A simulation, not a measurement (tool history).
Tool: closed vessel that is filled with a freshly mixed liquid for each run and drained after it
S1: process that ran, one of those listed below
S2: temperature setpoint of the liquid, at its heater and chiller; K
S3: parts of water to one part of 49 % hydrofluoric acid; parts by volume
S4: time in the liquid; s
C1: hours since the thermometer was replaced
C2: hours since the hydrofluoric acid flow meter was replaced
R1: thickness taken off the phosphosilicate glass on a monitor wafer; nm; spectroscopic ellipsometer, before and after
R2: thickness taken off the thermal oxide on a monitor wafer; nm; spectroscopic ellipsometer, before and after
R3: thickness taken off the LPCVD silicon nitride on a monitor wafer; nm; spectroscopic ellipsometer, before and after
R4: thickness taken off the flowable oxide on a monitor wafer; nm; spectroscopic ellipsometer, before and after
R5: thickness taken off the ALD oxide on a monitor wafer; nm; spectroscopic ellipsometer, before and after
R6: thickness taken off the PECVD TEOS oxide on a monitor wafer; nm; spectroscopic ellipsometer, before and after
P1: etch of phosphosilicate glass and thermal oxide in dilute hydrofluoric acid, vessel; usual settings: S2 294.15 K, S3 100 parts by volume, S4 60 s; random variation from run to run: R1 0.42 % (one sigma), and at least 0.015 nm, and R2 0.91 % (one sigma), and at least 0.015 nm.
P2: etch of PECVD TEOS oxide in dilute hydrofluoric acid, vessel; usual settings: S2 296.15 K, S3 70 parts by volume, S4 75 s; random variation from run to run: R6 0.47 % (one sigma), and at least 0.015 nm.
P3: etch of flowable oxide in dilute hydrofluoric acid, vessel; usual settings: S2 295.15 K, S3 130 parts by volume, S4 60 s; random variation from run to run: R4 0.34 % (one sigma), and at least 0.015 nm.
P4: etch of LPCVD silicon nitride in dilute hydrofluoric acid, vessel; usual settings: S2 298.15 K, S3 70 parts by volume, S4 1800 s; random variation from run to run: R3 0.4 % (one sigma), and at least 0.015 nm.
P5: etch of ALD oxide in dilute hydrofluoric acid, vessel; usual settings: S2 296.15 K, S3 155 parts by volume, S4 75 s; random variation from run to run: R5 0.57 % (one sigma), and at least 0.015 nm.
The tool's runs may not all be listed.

| run | hour | S1 | S2 | S3 | S4 | C1 | C2 | R1 | R2 | R3 | R4 | R5 | R6 |
|---|---|---|---|---|---|---|---|---|---|---|---|---|---|
| 1 | 8.9 | P1 | 294.15 | 100 | 60 | 596.9 | 271.8 | 101.32 | 2.5705 |  |  |  |  |
| 2 | 15.4 | P4 | 298.15 | 70 | 395 | 603.4 | 278.3 |  |  | 2.9654 |  |  |  |
| 3 | 21.1 | P4 | 298.15 | 125 | 1800 | 609.1 | 284 |  |  | 7.5738 |  |  |  |
| 4 | 26.4 | P1 | 294.15 | 100 | 60 | 614.4 | 289.3 | 100.93 | 2.6075 |  |  |  |  |
| 5 | 36.4 | P3 | 295.15 | 130 | 35 | 624.4 | 299.3 |  |  |  | 16.226 |  |  |
| 6 | 46.3 | P5 | 296.15 | 155 | 75 | 634.3 | 309.2 |  |  |  |  | 7.4746 |  |
| 7 | 51.8 | P2 | 296.15 | 45 | 75 | 639.8 | 314.7 |  |  |  |  |  | 27.31 |
| 8 | 57.9 | P1 | 294.15 | 100 | 115 | 645.9 | 320.8 | 191.79 | 4.8964 |  |  |  |  |
| 9 | 64.5 | P1 | 290.15 | 100 | 60 | 652.5 | 327.4 | 86.182 | 2.1971 |  |  |  |  |
| 10 | 69.5 | P5 | 296.15 | 155 | 30 | 657.5 | 332.4 |  |  |  |  | 2.9532 |  |
| 11 | 78.7 | P1 | 294.15 | 40 | 60 | 666.7 | 341.6 | 270.49 | 6.978 |  |  |  |  |
| 12 | 87.1 | P4 | 298.15 | 70 | 1800 | 675.1 | 350 |  |  | 13.396 |  |  |  |
| 13 | 93.7 | P1 | 294.15 | 100 | 60 | 681.7 | 356.6 | 100.61 | 2.61 |  |  |  |  |
| 14 | 103.6 | P4 | 292.15 | 70 | 1800 | 691.6 | 366.5 |  |  | 8.8958 |  |  |  |
| 15 | 110.6 | P2 | 290.15 | 70 | 75 | 698.6 | 373.5 |  |  |  |  |  | 13.281 |
| 16 | 117.8 | P1 | 294.15 | 100 | 30 | 705.8 | 380.7 | 50.405 | 1.2914 |  |  |  |  |
| 17 | 122.3 | P1 | 290.15 | 100 | 110 | 710.3 | 385.2 | 156.62 | 3.9356 |  |  |  |  |
| 18 | 127.5 | P5 | 290.15 | 155 | 75 | 715.5 | 390.4 |  |  |  |  | 5.8599 |  |
| 19 | 134.3 | P2 | 296.15 | 70 | 150 | 722.3 | 397.2 |  |  |  |  |  | 33.875 |
| 20 | 140.6 | P3 | 295.15 | 25 | 60 | 728.6 | 403.5 |  |  |  | 163.54 |  |  |
| 21 | 150.7 | P1 | 294.15 | 45 | 105 | 738.7 | 413.6 | 417.44 | 10.648 |  |  |  |  |
| 22 | 160.4 | P1 | 294.15 | 140 | 60 | 748.4 | 423.3 | 69.222 | 1.7329 |  |  |  |  |
| 23 | 170.7 | P1 | 299.65 | 100 | 60 | 758.7 | 433.6 | 125.66 | 3.1764 |  |  |  |  |
| 24 | 177 | P5 | 296.15 | 270 | 75 | 765 | 439.9 |  |  |  |  | 3.8083 |  |
| 25 | 185.5 | P1 | 294.15 | 165 | 115 | 773.5 | 448.4 | 109.9 | 2.8517 |  |  |  |  |
| 26 | 193.6 | P1 | 294.15 | 100 | 60 | 781.6 | 456.5 | 101.78 | 2.5831 |  |  |  |  |
| 27 | 199.3 | P3 | 303.15 | 130 | 60 | 787.3 | 462.2 |  |  |  | 37.666 |  |  |
| 28 | 206.4 | P3 | 295.15 | 130 | 60 | 794.4 | 469.3 |  |  |  | 27.953 |  |  |

The next listed run, before its measurement:
| 29 | 211.2 | P2 | 296.15 | 70 | 75 | 799.2 | 474.1 |  |  |  |  |  | ? |

R6: 17.071 nm
